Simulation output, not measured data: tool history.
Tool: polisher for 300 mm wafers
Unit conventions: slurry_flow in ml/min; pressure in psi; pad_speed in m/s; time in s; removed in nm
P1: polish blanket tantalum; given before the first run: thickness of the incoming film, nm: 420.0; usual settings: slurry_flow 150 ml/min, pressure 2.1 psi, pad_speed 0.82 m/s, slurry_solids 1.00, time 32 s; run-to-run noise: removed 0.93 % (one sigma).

| run | hour | slurry_flow | pressure | pad_speed | slurry_solids | time | wafers polished on this pad | hours since the slurry nozzle was cleaned | hours since the head pressure was calibrated | hours since the slurry blender was calibrated | removed |
|---|---|---|---|---|---|---|---|---|---|---|---|
| 1 | 4.0 | 150 | 2.1 | 0.82 | 1.00 | 32 | 215 | 177.3 | 716.9 | 30.6 | 55.130 |
| 2 | 7.3 | 150 | 2.1 | 0.82 | 0.60 | 18 | 261 | 180.6 | 720.2 | 33.9 | 25.673 |
| 3 | 13.0 | 105 | 3.2 | 0.82 | 1.00 | 32 | 340 | 186.3 | 725.9 | 39.6 | 76.200 |
| 4 | 16.7 | 150 | 1.4 | 0.82 | 1.00 | 32 | 391 | 190.0 | 729.6 | 43.3 | 36.401 |
| 5 | 21.1 | 225 | 2.1 | 0.82 | 1.00 | 32 | 452 | 194.4 | 734.0 | 47.7 | 58.314 |
| 6 | 27.2 | 90 | 2.1 | 0.82 | 1.00 | 32 | 536 | 200.5 | 740.1 | 53.8 | 48.804 |
| 7 | 31.1 | 150 | 2.1 | 1.14 | 1.00 | 32 | 590 | 204.4 | 744.0 | 57.7 | 76.824 |
| 8 | 35.0 | 150 | 2.1 | 0.82 | 1.00 | 32 | 644 | 208.3 | 747.9 | 61.6 | 55.001 |
| 9 | 38.5 | 150 | 2.1 | 0.82 | 1.00 | 32 | 693 | 211.8 | 751.4 | 65.1 | 54.795 |
| 10 | 44.6 | 150 | 2.1 | 0.82 | 1.00 | 32 | 777 | 217.9 | 757.5 | 71.2 | 54.600 |
| 11 | 47.4 | 150 | 2.1 | 0.38 | 1.00 | 32 | 816 | 220.7 | 760.3 | 74.0 | 25.587 |
| 12 | 51.5 | 150 | 2.1 | 0.82 | 1.25 | 32 | 873 | 224.8 | 764.4 | 78.1 | 58.615 |
| 13 | 54.8 | 150 | 2.1 | 0.82 | 1.00 | 32 | 918 | 228.1 | 767.7 | 81.4 | 54.796 |
| 14 | 59.3 | 150 | 2.1 | 0.82 | 0.75 | 32 | 980 | 232.6 | 772.2 | 85.9 | 49.137 |
| 15 | 64.8 | 150 | 2.6 | 0.82 | 1.25 | 32 | 1057 | 238.1 | 777.7 | 91.4 | 72.125 |
| 16 | 70.6 | 150 | 2.1 | 0.82 | 1.00 | 19 | 1137 | 243.9 | 783.5 | 97.2 | 32.034 |
| 17 | 76.5 | 150 | 2.1 | 0.82 | 1.00 | 32 | 1219 | 249.8 | 789.4 | 103.1 | 54.640 |
| 18 | 82.3 | 150 | 2.1 | 0.82 | 1.00 | 46 | 1299 | 255.6 | 795.2 | 108.9 | 79.043 |
| 19 | 86.4 | 150 | 2.6 | 0.82 | 1.00 | 32 | 1356 | 259.7 | 799.3 | 113.0 | 67.877 |
| 20 | 90.3 | 150 | 2.1 | 0.82 | 1.00 | 32 | 1410 | 263.6 | 803.2 | 116.9 | 54.362 |
| 21 | 96.1 | 150 | 2.1 | 0.82 | 1.00 | 32 | 1490 | 269.4 | 809.0 | 122.7 | 52.972 |
| 22 | 100.7 | 150 | 2.1 | 0.82 | 1.00 | 32 | 1554 | 274.0 | 813.6 | 127.3 | 51.344 |
| 23 | 106.7 | 150 | 2.1 | 0.82 | 1.00 | 32 | 1637 | 280.0 | 819.6 | 133.3 | 51.760 |
| 24 | 111.2 | 150 | 2.1 | 0.82 | 1.00 | 32 | 1699 | 284.5 | 824.1 | 137.8 | 50.998 |
|  | 111.7 | head pressure recalibrated |
|  | 111.7 | slurry blender recalibrated |
| 25 | 115.7 | 150 | 2.1 | 0.82 | 1.00 | 32 | 1761 | 289.0 | 4.0 | 4.0 | 51.437 |
| 26 | 121.6 | 150 | 2.1 | 0.82 | 1.00 | 32 | 1843 | 294.9 | 9.9 | 9.9 | 50.975 |
| 27 | 127.3 | 150 | 2.1 | 0.82 | 1.00 | 32 | 1922 | 300.6 | 15.6 | 15.6 | 51.400 |
| 28 | 132.8 | 150 | 2.1 | 0.82 | 1.00 | 32 | 1998 | 306.1 | 21.1 | 21.1 | 51.486 |

Something has made what P1 gives creep away from where it was; the 2 causes below, each at its own stated size, fit the log equally well:
A: slurry flow missing at the pad, % = 32.4
B: removal rate lost through wear of the pad, % = 7.76
Onset of the creep was near hour 90.3.
Each remaining cause and why it is not a fit:
head's pressure below its setpoint, %: serviced at hour 111.7, after the change had begun; the process did not return to its earlier output
abrasive missing from the slurry, %: serviced at hour 111.7, after the change had begun; the process did not return to its earlier output

Below are 4 check runs, each averaged over 3 wafers, with their results shown as question marks. Which of them would give clearly different results depending on which cause is behind the drift?
| check 1 | 138.3 | 150 | 2.1 | 0.82 | 1.20 | 32 |  |  |  |  | ? |
| check 2 | 138.3 | 90 | 2.1 | 0.82 | 1.00 | 32 |  |  |  |  | ? |
| check 3 | 138.3 | 150 | 2.1 | 0.82 | 0.85 | 32 |  |  |  |  | ? |
| check 4 | 138.3 | 150 | 2.1 | 0.64 | 1.00 | 42 |  |  |  |  | ? |

Predicted outcomes, by check and by cause:
| check | result | if A | if B |
|---|---|---|---|
| check 1 | removed | 53.193 | 53.196 |
| check 2 | removed | 43.299 | 45.313 |
| check 3 | removed | 48.229 | 48.231 |
| check 4 | removed | 51.896 | 51.898 |
Per check, the gap between the least separated pair of causes, taken in the result that splits them most: check 1 0 %; check 2 4.55 %; check 3 0 %; check 4 0 %
Only check 2 tells the causes apart: in the others they would give nearly the same result.

Then check 2 was run and gave: removed 45.314 nm. Which cause is it?

It is B: removal rate lost through wear of the pad, %.

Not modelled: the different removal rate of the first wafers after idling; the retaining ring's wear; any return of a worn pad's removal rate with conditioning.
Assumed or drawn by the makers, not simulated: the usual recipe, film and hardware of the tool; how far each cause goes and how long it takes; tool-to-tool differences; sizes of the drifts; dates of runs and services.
